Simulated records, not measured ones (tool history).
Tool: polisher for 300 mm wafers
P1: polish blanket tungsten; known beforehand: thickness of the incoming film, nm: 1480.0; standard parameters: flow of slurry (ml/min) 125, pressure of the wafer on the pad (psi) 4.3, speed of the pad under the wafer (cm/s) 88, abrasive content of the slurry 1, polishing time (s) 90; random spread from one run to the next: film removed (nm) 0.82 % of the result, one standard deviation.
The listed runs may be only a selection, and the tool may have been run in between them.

run,hour,flow of slurry (ml/min),pressure of the wafer on the pad (psi),speed of the pad under the wafer (cm/s),abrasive content of the slurry,polishing time (s),wafers polished on this pad,hours since the slurry nozzle was cleaned,hours since the head pressure was calibrated,hours since the slurry blender was calibrated,hours since the slurry got fresh peroxide,film removed (nm)
1,6.2,125,4.3,88,1,90,498,383.1,775.7,42.1,116.1,398.74
2,14.4,125,4.3,88,1,90,562,391.3,783.9,50.3,124.3,392.14
3,20.4,125,4.3,88,1,90,609,397.3,789.9,56.3,130.3,396.52
4,32.4,125,4.3,126,1,90,703,409.3,801.9,68.3,142.3,574.92
5,41.4,125,4.3,88,1,50,773,418.3,810.9,77.3,151.3,219.12
6,49.2,125,4.3,88,1,127,834,426.1,818.7,85.1,159.1,562.99
7,58.1,125,4.3,66,1,90,903,435,827.6,94,168,297.72
8,67.1,90,4.3,88,1,90,974,444,836.6,103,177,361.08
9,72.3,125,2.5,88,1,90,1014,449.2,841.8,108.2,182.2,231.64
10,83.5,125,4.3,88,0.55,90,1102,460.4,853,119.4,193.4,346.05
11,94.1,125,4.3,88,1.25,90,1184,471,863.6,130,204,418.93
12,105.2,200,4.3,88,1,90,1271,482.1,874.7,141.1,215.1,431.11
13,115.7,125,4.3,88,1,90,1353,492.6,885.2,151.6,225.6,395.96
14,122,125,4.3,88,1,90,1402,498.9,891.5,157.9,231.9,395.93
15,130.7,125,1.9,88,0.7,90,1470,507.6,900.2,166.6,240.6,160.78
16,136.3,125,5.8,88,1,90,1514,513.2,905.8,172.2,246.2,530.01
17,143.1,125,4.3,88,1,90,1567,520,912.6,179,253,402.32
18,150.7,125,4.3,88,1,90,1626,527.6,920.2,186.6,260.6,390.21
19,156.2,125,4.3,118,1.25,90,1669,533.1,925.7,192.1,266.1,562.36
20,168.1,125,4.3,88,1,90,1762,545,937.6,204,278,393.59
21,176.5,125,4.3,88,1,90,1828,553.4,946,212.4,286.4,381.67
22,186.9,125,4.3,88,1,90,1909,563.8,956.4,222.8,296.8,375.17

Run 23 is up next; what results do you expect?
23,197.5,125,4.3,88,1,90,1992,574.4,967,233.4,307.4,?

Run 23 came out at film removed (nm) 371.91.
